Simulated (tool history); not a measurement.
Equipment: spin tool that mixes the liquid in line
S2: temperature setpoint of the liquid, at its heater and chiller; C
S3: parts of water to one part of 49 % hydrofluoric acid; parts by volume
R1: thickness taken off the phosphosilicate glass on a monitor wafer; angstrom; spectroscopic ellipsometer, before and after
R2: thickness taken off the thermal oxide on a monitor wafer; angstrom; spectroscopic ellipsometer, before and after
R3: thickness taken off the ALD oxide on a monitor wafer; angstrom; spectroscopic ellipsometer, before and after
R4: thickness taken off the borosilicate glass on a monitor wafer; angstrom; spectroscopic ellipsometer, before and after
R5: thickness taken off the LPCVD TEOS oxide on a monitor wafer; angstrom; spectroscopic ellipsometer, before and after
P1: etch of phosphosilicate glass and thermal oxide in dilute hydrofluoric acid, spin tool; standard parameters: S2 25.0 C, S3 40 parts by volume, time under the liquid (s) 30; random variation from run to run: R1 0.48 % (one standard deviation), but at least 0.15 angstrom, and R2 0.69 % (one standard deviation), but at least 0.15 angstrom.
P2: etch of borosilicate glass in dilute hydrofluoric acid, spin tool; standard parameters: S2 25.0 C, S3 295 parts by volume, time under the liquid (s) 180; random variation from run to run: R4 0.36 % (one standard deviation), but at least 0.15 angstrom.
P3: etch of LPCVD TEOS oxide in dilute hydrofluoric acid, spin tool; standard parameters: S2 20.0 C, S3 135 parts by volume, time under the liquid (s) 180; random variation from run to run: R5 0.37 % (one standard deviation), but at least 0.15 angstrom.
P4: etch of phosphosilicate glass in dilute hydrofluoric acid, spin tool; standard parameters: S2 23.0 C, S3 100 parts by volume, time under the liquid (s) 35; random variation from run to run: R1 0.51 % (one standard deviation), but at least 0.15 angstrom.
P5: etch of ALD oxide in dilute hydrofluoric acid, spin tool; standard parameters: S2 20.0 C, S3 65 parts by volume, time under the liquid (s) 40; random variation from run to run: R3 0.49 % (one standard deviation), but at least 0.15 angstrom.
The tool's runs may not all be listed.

{"run": 1, "hour": 3.6, "process that ran": "P1", "S2": 25.0, "S3": 40, "time under the liquid (s)": 30, "R1": 521.75, "R2": 39.753}
{"run": 2, "hour": 7.0, "process that ran": "P1", "S2": 25.0, "S3": 25, "time under the liquid (s)": 30, "R1": 850.63, "R2": 65.404}
{"run": 3, "hour": 9.4, "process that ran": "P5", "S2": 25.5, "S3": 65, "time under the liquid (s)": 40, "R3": 103.54}
{"run": 4, "hour": 13.8, "process that ran": "P1", "S2": 25.0, "S3": 65, "time under the liquid (s)": 30, "R1": 310.32, "R2": 23.845}
{"run": 5, "hour": 17.4, "process that ran": "P5", "S2": 20.0, "S3": 110, "time under the liquid (s)": 40, "R3": 45.674}
{"run": 6, "hour": 22.2, "process that ran": "P4", "S2": 23.0, "S3": 100, "time under the liquid (s)": 35, "R1": 372.51}
{"run": 7, "hour": 26.1, "process that ran": "P1", "S2": 25.0, "S3": 40, "time under the liquid (s)": 30, "R1": 523.36, "R2": 39.835}
{"run": 8, "hour": 29.4, "process that ran": "P2", "S2": 25.0, "S3": 295, "time under the liquid (s)": 340, "R4": 240.27}
{"run": 9, "hour": 33.7, "process that ran": "P1", "S2": 25.0, "S3": 40, "time under the liquid (s)": 30, "R1": 524.19, "R2": 39.975}
{"run": 10, "hour": 38.8, "process that ran": "P1", "S2": 25.0, "S3": 25, "time under the liquid (s)": 60, "R1": 1707.0, "R2": 131.34}
{"run": 11, "hour": 41.6, "process that ran": "P5", "S2": 20.0, "S3": 65, "time under the liquid (s)": 40, "R3": 82.375}
{"run": 12, "hour": 46.1, "process that ran": "P1", "S2": 25.0, "S3": 40, "time under the liquid (s)": 30, "R1": 520.43, "R2": 39.878}
{"run": 13, "hour": 48.8, "process that ran": "P2", "S2": 25.0, "S3": 110, "time under the liquid (s)": 180, "R4": 419.51}
{"run": 14, "hour": 53.1, "process that ran": "P1", "S2": 20.5, "S3": 40, "time under the liquid (s)": 30, "R1": 430.64, "R2": 33.477}
{"run": 15, "hour": 56.8, "process that ran": "P2", "S2": 25.0, "S3": 295, "time under the liquid (s)": 180, "R4": 127.1}
{"run": 16, "hour": 60.0, "process that ran": "P3", "S2": 20.0, "S3": 135, "time under the liquid (s)": 15, "R5": 34.775}
{"run": 17, "hour": 64.8, "process that ran": "P1", "S2": 25.0, "S3": 40, "time under the liquid (s)": 50, "R1": 864.53, "R2": 67.43}
{"run": 18, "hour": 68.7, "process that ran": "P4", "S2": 23.0, "S3": 100, "time under the liquid (s)": 20, "R1": 212.07}
{"run": 19, "hour": 73.0, "process that ran": "P3", "S2": 20.0, "S3": 135, "time under the liquid (s)": 180, "R5": 421.67}
{"run": 20, "hour": 77.7, "process that ran": "P1", "S2": 25.0, "S3": 40, "time under the liquid (s)": 30, "R1": 521.54, "R2": 40.186}
{"run": 21, "hour": 80.3, "process that ran": "P1", "S2": 25.0, "S3": 40, "time under the liquid (s)": 15, "R1": 261.61, "R2": 19.627}
{"run": 22, "hour": 83.5, "process that ran": "P1", "S2": 25.0, "S3": 40, "time under the liquid (s)": 30, "R1": 522.52, "R2": 40.327}
{"run": 23, "hour": 86.5, "process that ran": "P3", "S2": 17.0, "S3": 135, "time under the liquid (s)": 180, "R5": 371.74}

Run 24, settings as shown, results not yet in. Your forecast:
{"run": 24, "hour": 89.7, "process that ran": "P3", "S2": 20.0, "S3": 20, "time under the liquid (s)": 180, "R5": "?"}

{"run 24": {"R5": 3242.5}}
